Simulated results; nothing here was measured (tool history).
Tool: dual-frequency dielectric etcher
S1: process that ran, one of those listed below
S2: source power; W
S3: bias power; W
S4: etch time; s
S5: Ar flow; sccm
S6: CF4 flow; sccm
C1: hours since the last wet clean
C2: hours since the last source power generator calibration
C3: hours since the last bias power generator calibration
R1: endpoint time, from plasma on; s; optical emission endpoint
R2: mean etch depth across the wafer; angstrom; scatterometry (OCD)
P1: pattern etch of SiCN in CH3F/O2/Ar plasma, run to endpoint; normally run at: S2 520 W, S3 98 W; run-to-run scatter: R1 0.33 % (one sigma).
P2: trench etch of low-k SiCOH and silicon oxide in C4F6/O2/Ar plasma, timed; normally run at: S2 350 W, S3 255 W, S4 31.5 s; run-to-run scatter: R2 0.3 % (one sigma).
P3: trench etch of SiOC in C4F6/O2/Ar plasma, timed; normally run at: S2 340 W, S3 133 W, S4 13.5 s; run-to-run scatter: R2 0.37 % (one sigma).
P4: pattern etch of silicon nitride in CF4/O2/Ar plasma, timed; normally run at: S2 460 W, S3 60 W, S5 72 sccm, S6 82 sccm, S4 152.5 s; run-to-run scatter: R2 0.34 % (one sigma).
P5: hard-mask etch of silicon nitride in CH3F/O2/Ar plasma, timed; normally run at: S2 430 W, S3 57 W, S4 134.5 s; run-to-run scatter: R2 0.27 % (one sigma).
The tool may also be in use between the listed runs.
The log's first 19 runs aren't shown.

run,hour,S1,S2,S3,S4,S5,S6,C1,C2,C3,R1,R2
20,110,P5,430,57,134.5,,,46,1546.4,990,,878.7
21,117.6,P1,520,69,,,,53.6,1554,997.6,15.966,
22,124.9,P3,340,100,13.5,,,60.9,1561.3,1004.9,,220.62
23,128.9,P2,350,306,31.5,,,64.9,1565.3,1008.9,,1101.1
24,134.8,P1,520,116,,,,70.8,1571.2,1014.8,13.249,
25,141.5,P1,520,98,,,,77.5,1577.9,1021.5,14.144,
26,148.8,P1,650,98,,,,84.8,1585.2,1028.8,13.066,
27,154.1,P3,340,133,13.5,,,90.1,1590.5,1034.1,,238.13
28,160.3,P4,460,60,152.5,86,82,96.3,1596.7,1040.3,,2769.7
29,167.7,P4,460,60,152.5,72,82,103.7,1604.1,1047.7,,2821.5
30,174.3,P5,430,57,169,,,110.3,1610.7,1054.3,,1110.2
31,179.8,P2,350,255,39,,,115.8,1616.2,1059.8,,1284
32,184.4,P1,520,98,,,,120.4,1620.8,1064.4,14.08,
33,191.6,P1,520,98,,,,127.6,1628,1071.6,14.124,
34,195.7,P1,520,98,,,,131.7,1632.1,1075.7,14.038,
35,203.1,P1,520,98,,,,139.1,1639.5,1083.1,13.971,
36,207.7,P1,520,98,,,,143.7,1644.1,1087.7,13.921,
37,214.9,P1,520,98,,,,150.9,1651.3,1094.9,14.012,
38,219.7,P1,520,98,,,,155.7,1656.1,1099.7,13.865,

Forecast run 39:
39,224.5,P1,520,98,,,,160.5,1660.9,1104.5,?,

{"run 39": {"R1": 13.901}}
